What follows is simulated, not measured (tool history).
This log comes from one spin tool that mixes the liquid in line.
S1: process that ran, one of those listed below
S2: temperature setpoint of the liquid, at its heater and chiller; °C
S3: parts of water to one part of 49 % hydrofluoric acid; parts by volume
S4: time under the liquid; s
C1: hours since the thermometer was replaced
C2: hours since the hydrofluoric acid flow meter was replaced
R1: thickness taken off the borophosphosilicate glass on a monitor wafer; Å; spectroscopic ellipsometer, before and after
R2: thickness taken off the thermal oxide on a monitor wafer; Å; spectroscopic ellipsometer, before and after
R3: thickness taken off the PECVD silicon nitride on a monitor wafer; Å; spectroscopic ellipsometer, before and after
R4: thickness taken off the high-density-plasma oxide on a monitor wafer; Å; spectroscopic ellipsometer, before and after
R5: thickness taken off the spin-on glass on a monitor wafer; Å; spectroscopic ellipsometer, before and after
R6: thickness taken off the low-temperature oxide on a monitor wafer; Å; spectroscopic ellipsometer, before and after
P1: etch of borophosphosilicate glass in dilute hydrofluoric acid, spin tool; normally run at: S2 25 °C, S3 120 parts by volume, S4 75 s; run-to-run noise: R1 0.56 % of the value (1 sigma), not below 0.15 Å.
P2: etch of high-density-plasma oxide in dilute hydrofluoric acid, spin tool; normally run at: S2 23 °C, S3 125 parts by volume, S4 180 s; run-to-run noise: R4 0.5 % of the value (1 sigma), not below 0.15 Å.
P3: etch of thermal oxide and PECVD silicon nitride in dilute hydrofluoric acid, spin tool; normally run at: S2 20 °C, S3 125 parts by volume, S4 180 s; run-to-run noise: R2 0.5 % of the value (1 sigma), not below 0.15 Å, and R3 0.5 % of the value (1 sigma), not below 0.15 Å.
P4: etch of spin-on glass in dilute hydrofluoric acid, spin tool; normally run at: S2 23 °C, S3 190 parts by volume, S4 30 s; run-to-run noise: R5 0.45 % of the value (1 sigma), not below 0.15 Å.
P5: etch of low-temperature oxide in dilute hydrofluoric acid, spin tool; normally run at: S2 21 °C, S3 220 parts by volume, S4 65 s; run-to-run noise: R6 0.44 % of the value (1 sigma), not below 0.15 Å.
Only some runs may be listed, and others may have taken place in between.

Run 1, hour 9.1: S1 P1, S2 25 °C, S3 120 parts by volume, S4 75 s; C1 158.7; C2 427.9. Result: R1 212.05 Å.
Run 2, hour 23: S1 P1, S2 31 °C, S3 120 parts by volume, S4 75 s; C1 172.6; C2 441.8. Result: R1 266.49 Å.
Run 3, hour 36.4: S1 P3, S2 20 °C, S3 200 parts by volume, S4 180 s; C1 186; C2 455.2. Result: R2 34.101 Å, R3 29.122 Å.
Run 4, hour 52: S1 P2, S2 23 °C, S3 210 parts by volume, S4 180 s; C1 201.6; C2 470.8. Result: R4 54.226 Å.
Run 5, hour 66.2: S1 P1, S2 17.5 °C, S3 30 parts by volume, S4 75 s; C1 215.8; C2 485. Result: R1 697.71 Å.
Run 6, hour 75.1: S1 P1, S2 25 °C, S3 55 parts by volume, S4 75 s; C1 224.7; C2 493.9. Result: R1 508.18 Å.
Run 7, hour 89.5: S1 P2, S2 23 °C, S3 125 parts by volume, S4 180 s; C1 239.1; C2 508.3. Result: R4 99.762 Å.
Run 8, hour 103.7: S1 P3, S2 20 °C, S3 125 parts by volume, S4 180 s; C1 253.3; C2 522.5. Result: R2 59.278 Å, R3 45.887 Å.
Run 9, hour 118.4: S1 P1, S2 25 °C, S3 120 parts by volume, S4 75 s; C1 268; C2 537.2. Result: R1 211.99 Å.
Run 10, hour 128.6: S1 P3, S2 20 °C, S3 125 parts by volume, S4 180 s; C1 278.2; C2 547.4. Result: R2 59.21 Å, R3 46.266 Å.
Run 11, hour 142.1: S1 P2, S2 17 °C, S3 125 parts by volume, S4 180 s; C1 291.7; C2 560.9. Result: R4 78.408 Å.
Run 12, hour 157.7: S1 P2, S2 23 °C, S3 125 parts by volume, S4 300 s; C1 307.3; C2 576.5. Result: R4 164.62 Å.
Run 13, hour 166.2: S1 P1, S2 25 °C, S3 200 parts by volume, S4 75 s; C1 315.8; C2 585. Result: R1 118.31 Å.
Run 14, hour 174.6: S1 P4, S2 23 °C, S3 190 parts by volume, S4 50 s; C1 324.2; C2 593.4. Result: R5 131.59 Å.
Run 15, hour 188.2: S1 P4, S2 23 °C, S3 305 parts by volume, S4 30 s; C1 337.8; C2 607. Result: R5 43.965 Å.
Run 16, hour 197.4: S1 P5, S2 21 °C, S3 220 parts by volume, S4 125 s; C1 347; C2 616.2. Result: R6 87.512 Å.
Run 17, hour 205.8: S1 P1, S2 25 °C, S3 120 parts by volume, S4 150 s; C1 355.4; C2 624.6. Result: R1 430.34 Å.
Run 18, hour 213.9: S1 P5, S2 17 °C, S3 220 parts by volume, S4 65 s; C1 363.5; C2 632.7. Result: R6 39.536 Å.
Run 19, hour 221.3: S1 P1, S2 25 °C, S3 120 parts by volume, S4 75 s; C1 370.9; C2 640.1. Result: R1 210.82 Å.
Run 20, hour 230.3: S1 P5, S2 21 °C, S3 220 parts by volume, S4 65 s; C1 379.9; C2 649.1. Result: R6 46.212 Å.
At hour 235.6: thermometer replaced.
Run 21, hour 244.8: S1 P4, S2 17 °C, S3 190 parts by volume, S4 30 s; C1 9.3; C2 663.6. Result: R5 62.942 Å.
Run 22, hour 259.6: S1 P4, S2 23 °C, S3 190 parts by volume, S4 30 s; C1 24.1; C2 678.4. Result: R5 78.803 Å.
Run 23, hour 274.5: S1 P1, S2 25 °C, S3 120 parts by volume, S4 35 s; C1 39; C2 693.3. Result: R1 100.32 Å.
Run 24, hour 285.7: S1 P3, S2 24 °C, S3 125 parts by volume, S4 180 s; C1 50.2; C2 704.5. Result: R2 68.61 Å, R3 60.215 Å.
Run 25, hour 298.7: S1 P5, S2 21 °C, S3 90 parts by volume, S4 65 s; C1 63.2; C2 717.5. Result: R6 129.38 Å.
Run 26, hour 306.4: S1 P1, S2 25 °C, S3 120 parts by volume, S4 75 s; C1 70.9; C2 725.2. Result: R1 211.67 Å.
Run 27, hour 321.2: S1 P1, S2 25 °C, S3 120 parts by volume, S4 75 s; C1 85.7; C2 740. Result: R1 213.66 Å.
Run 28, hour 333.6: S1 P1, S2 25 °C, S3 120 parts by volume, S4 75 s; C1 98.1; C2 752.4. Result: R1 212.31 Å.
Run 29, hour 340.9: S1 P2, S2 23 °C, S3 125 parts by volume, S4 180 s; C1 105.4; C2 759.7. Result: R4 99.308 Å.
Run 30, hour 356.8: S1 P1, S2 25 °C, S3 120 parts by volume, S4 75 s; C1 121.3; C2 775.6. Result: R1 213.94 Å.
Run 31, hour 367.3: S1 P3, S2 20 °C, S3 125 parts by volume, S4 100 s; C1 131.8; C2 786.1. Result: R2 33.07 Å, R3 25.228 Å.
Run 32, hour 383.5: S1 P1, S2 17.5 °C, S3 120 parts by volume, S4 75 s; C1 148; C2 802.3. Result: R1 156.08 Å.
Run 33, hour 398.9: S1 P1, S2 25 °C, S3 120 parts by volume, S4 75 s; C1 163.4; C2 817.7. Result: R1 213.65 Å.
Run 34, hour 412.4: S1 P1, S2 25 °C, S3 120 parts by volume, S4 75 s; C1 176.9; C2 831.2. Result: R1 220.84 Å.
Run 35, hour 424: S1 P1, S2 25 °C, S3 120 parts by volume, S4 75 s; C1 188.5; C2 842.8. Result: R1 223.62 Å.
Run 36, hour 431.4: S1 P1, S2 25 °C, S3 120 parts by volume, S4 75 s; C1 195.9; C2 850.2. Result: R1 224.41 Å.
Run 37, hour 444.6: S1 P1, S2 25 °C, S3 120 parts by volume, S4 75 s; C1 209.1; C2 863.4. Result: R1 230.44 Å.
Run 38, hour 457.2: S1 P1, S2 25 °C, S3 120 parts by volume, S4 75 s; C1 221.7; C2 876. Result: R1 231.42 Å.
Run 39, hour 470.3: S1 P1, S2 25 °C, S3 120 parts by volume, S4 75 s; C1 234.8; C2 889.1. Result: R1 229.41 Å.
Run 40, hour 486.1: S1 P1, S2 25 °C, S3 120 parts by volume, S4 75 s; C1 250.6; C2 904.9. Result: R1 230.54 Å.
Run 41, hour 500.6: S1 P1, S2 25 °C, S3 120 parts by volume, S4 75 s; C1 265.1; C2 919.4. Result: R1 231.53 Å.

Compared with where it was, what P1 gives has crept away. Each cause listed below fits the log as well as the rest, at the size given for it:
A: hydrofluoric acid flow above the setpoint (%) = 7.1
B: liquid hotter than its thermometer reads (K) = 2.05
Creep in the process output first set in at about hour 398.9.

Each of the 4 check runs below uses one wafer; its results are left as question marks. Which run tells the causes apart?
Run check 1, hour 515.1: S1 P2, S2 23 °C, S3 125 parts by volume, S4 180 s. Result: R4 ?.
Run check 2, hour 515.1: S1 P3, S2 20 °C, S3 125 parts by volume, S4 180 s. Result: R2 ?, R3 ?.
Run check 3, hour 515.1: S1 P5, S2 21 °C, S3 220 parts by volume, S4 65 s. Result: R6 ?.
Run check 4, hour 515.1: S1 P4, S2 23 °C, S3 190 parts by volume, S4 30 s. Result: R5 ?.

What each check would give under each cause:
  check  result    if A    if B
check 1      R4  107.63  107.79
check 2      R2  63.604  63.889
check 2      R3  49.132    52.7
check 3      R6  50.049  49.723
check 4      R5  85.757  85.256
Minimum pairwise separation of causes per check, each pair taken at its best-separating result: check 1 0.15 %; check 2 7.01 %; check 3 0.65 %; check 4 0.59 %
Check 2 distinguishes between the causes, while the remaining checks would return nearly the same result for all of them.

The results of check 2 are: R2 63.863 Å; R3 52.83 Å. Based on these, which of the listed causes is it?

It was cause B: liquid hotter than its thermometer reads (K).
